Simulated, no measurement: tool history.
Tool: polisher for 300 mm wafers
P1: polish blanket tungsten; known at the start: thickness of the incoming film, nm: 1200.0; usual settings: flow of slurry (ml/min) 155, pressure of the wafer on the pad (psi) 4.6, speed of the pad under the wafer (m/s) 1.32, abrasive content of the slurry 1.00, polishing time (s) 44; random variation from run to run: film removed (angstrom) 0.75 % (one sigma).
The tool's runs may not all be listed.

run   hour  flow of slurry (ml/min)  pressure of the wafer on the pad (psi)  speed of the pad under the wafer (m/s)  abrasive content of the slurry  polishing time (s)  wafers polished on this pad  hours since the slurry nozzle was cleaned  hours since the head pressure was calibrated  hours since the slurry blender was calibrated  hours since the slurry got fresh peroxide  film removed (angstrom)
  1    8.2                      155                                     4.6                                    1.32                            1.00                  44                          317                                      283.9                                         827.4                                           64.8                                       23.0                   2948.0
  2   25.5                      155                                     4.6                                    1.32                            1.00                  44                          452                                      301.2                                         844.7                                           82.1                                       40.3                   2920.6
  3   33.7                      155                                     4.6                                    1.32                            1.00                  44                          516                                      309.4                                         852.9                                           90.3                                       48.5                   2968.3
  4   41.8                      155                                     4.6                                    1.32                            0.65                  44                          580                                      317.5                                         861.0                                           98.4                                       56.6                   2664.7
  5   55.2                      155                                     4.6                                    1.32                            1.00                  22                          684                                      330.9                                         874.4                                          111.8                                       70.0                   1468.7
  6   70.7                      205                                     4.6                                    1.32                            1.00                  44                          806                                      346.4                                         889.9                                          127.3                                       85.5                   3108.4
  7   87.2                      155                                     4.6                                    1.32                            1.00                  55                          935                                      362.9                                         906.4                                          143.8                                      102.0                   3659.2
  8  104.3                      100                                     4.6                                    1.32                            1.00                  44                         1069                                      380.0                                         923.5                                          160.9                                      119.1                   2670.4
  9  119.9                      195                                     3.2                                    1.32                            1.00                  44                         1191                                      395.6                                         939.1                                          176.5                                      134.7                   2114.4
 10  134.1                      155                                     4.6                                    2.02                            1.00                  44                         1302                                      409.8                                         953.3                                          190.7                                      148.9                   4518.2
 11  147.2                      155                                     4.6                                    0.72                            1.00                  44                         1404                                      422.9                                         966.4                                          203.8                                      162.0                   1613.7
     149.8  -- slurry nozzle cleaned
 12  163.7                      155                                     7.0                                    1.32                            1.00                  44                         1533                                       13.9                                         982.9                                          220.3                                      178.5                   4496.1
 13  173.3                      155                                     4.6                                    1.32                            1.25                  44                         1608                                       23.5                                         992.5                                          229.9                                      188.1                   3091.9
 14  183.4                      155                                     4.6                                    1.32                            1.00                  44                         1687                                       33.6                                        1002.6                                          240.0                                      198.2                   2921.4
 15  199.6                      155                                     2.1                                    1.32                            1.00                  44                         1814                                       49.8                                        1018.8                                          256.2                                      214.4                   1343.6
 16  208.6                      155                                     4.6                                    1.32                            1.00                  44                         1884                                       58.8                                        1027.8                                          265.2                                      223.4                   2929.2
     213.0  -- head pressure recalibrated
 17  225.0                      155                                     4.6                                    1.32                            1.00                  44                         2013                                       75.2                                          12.0                                          281.6                                      239.8                   2967.6
 18  237.1                      155                                     4.6                                    1.32                            1.00                  44                         2107                                       87.3                                          24.1                                          293.7                                      251.9                   2967.2
 19  255.1                      155                                     4.6                                    1.32                            1.00                  44                         2248                                      105.3                                          42.1                                          311.7                                      269.9                   2823.5
 20  272.0                      155                                     4.6                                    1.32                            1.00                  44                         2380                                      122.2                                          59.0                                          328.6                                      286.8                   2741.2

Run 21 comes next. What will it give?
 21  283.4                      155                                     4.6                                    1.32                            1.00                  44                         2469                                      133.6                                          70.4                                          340.0                                      298.2                        ?

Run 21 gave film removed (angstrom) 2721.4.

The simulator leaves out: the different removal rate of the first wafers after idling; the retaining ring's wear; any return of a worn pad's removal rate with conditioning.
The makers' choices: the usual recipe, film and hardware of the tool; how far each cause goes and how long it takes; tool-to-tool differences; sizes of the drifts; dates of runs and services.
